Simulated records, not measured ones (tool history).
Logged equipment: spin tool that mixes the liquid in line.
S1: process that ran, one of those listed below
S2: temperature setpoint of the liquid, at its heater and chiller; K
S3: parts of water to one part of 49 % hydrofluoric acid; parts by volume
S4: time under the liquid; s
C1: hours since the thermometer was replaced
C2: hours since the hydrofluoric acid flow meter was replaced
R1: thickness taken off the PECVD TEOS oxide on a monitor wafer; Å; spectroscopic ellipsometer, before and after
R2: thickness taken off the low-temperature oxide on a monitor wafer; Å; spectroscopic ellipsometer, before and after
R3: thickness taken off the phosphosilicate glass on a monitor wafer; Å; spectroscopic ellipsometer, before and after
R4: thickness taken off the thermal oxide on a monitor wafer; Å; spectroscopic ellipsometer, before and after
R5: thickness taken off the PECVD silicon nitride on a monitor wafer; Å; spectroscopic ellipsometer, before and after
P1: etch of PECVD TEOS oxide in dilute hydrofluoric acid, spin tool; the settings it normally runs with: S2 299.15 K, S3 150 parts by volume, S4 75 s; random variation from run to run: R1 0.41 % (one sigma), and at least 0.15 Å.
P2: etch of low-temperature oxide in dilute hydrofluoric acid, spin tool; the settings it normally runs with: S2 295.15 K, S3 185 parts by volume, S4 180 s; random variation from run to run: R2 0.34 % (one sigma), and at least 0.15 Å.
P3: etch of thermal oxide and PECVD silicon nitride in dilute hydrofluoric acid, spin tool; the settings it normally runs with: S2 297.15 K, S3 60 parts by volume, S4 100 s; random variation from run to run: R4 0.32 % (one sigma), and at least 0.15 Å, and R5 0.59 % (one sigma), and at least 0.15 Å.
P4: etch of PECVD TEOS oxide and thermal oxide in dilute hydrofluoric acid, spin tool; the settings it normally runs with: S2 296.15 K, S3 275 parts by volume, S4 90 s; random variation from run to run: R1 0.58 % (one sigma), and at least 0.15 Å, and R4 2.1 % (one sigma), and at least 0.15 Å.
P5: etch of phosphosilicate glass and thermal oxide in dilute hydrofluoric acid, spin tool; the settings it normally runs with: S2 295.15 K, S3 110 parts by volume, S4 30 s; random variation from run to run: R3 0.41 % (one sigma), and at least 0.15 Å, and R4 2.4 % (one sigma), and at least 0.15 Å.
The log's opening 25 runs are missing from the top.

run 26 hour=244.9 | S1=P1 S2=299.15 S3=150 S4=140 | C1=712.2 C2=1290.3 | R1=158.3400
run 27 hour=252.9 | S1=P5 S2=295.15 S3=110 S4=30 | C1=720.2 C2=1298.3 | R3=261.24 R4=11.0050
run 28 hour=259.5 | S1=P3 S2=297.15 S3=60 S4=185 | C1=726.8 C2=1304.9 | R4=153.5400 R5=80.548
run 29 hour=270.9 | S1=P5 S2=302.15 S3=110 S4=30 | C1=738.2 C2=1316.3 | R3=343.84 R4=14.5210
run 30 hour=277.7 | S1=P3 S2=290.15 S3=60 S4=100 | C1=745.0 C2=1323.1 | R4=61.9670 R5=26.419
run 31 hour=290.6 | S1=P1 S2=306.65 S3=150 S4=75 | C1=757.9 C2=1336.0 | R1=111.1100
run 32 hour=299.5 | S1=P2 S2=295.15 S3=95 S4=180 | C1=766.8 C2=1344.9 | R2=244.070
run 33 hour=309.2 | S1=P1 S2=299.15 S3=150 S4=75 | C1=776.5 C2=1354.6 | R1=85.0400
run 34 hour=318.4 | S1=P1 S2=299.15 S3=150 S4=75 | C1=785.7 C2=1363.8 | R1=84.4790
run 35 hour=325.4 | S1=P1 S2=299.15 S3=150 S4=75 | C1=792.7 C2=1370.8 | R1=82.5070
run 36 hour=332.2 | S1=P1 S2=299.15 S3=150 S4=75 | C1=799.5 C2=1377.6 | R1=80.7750

For run 37, what comes out?
run 37 hour=343.1 | S1=P1 S2=299.15 S3=150 S4=75 | C1=810.4 C2=1388.5 | R1=?

{"run 37": {"R1": 80.446}}
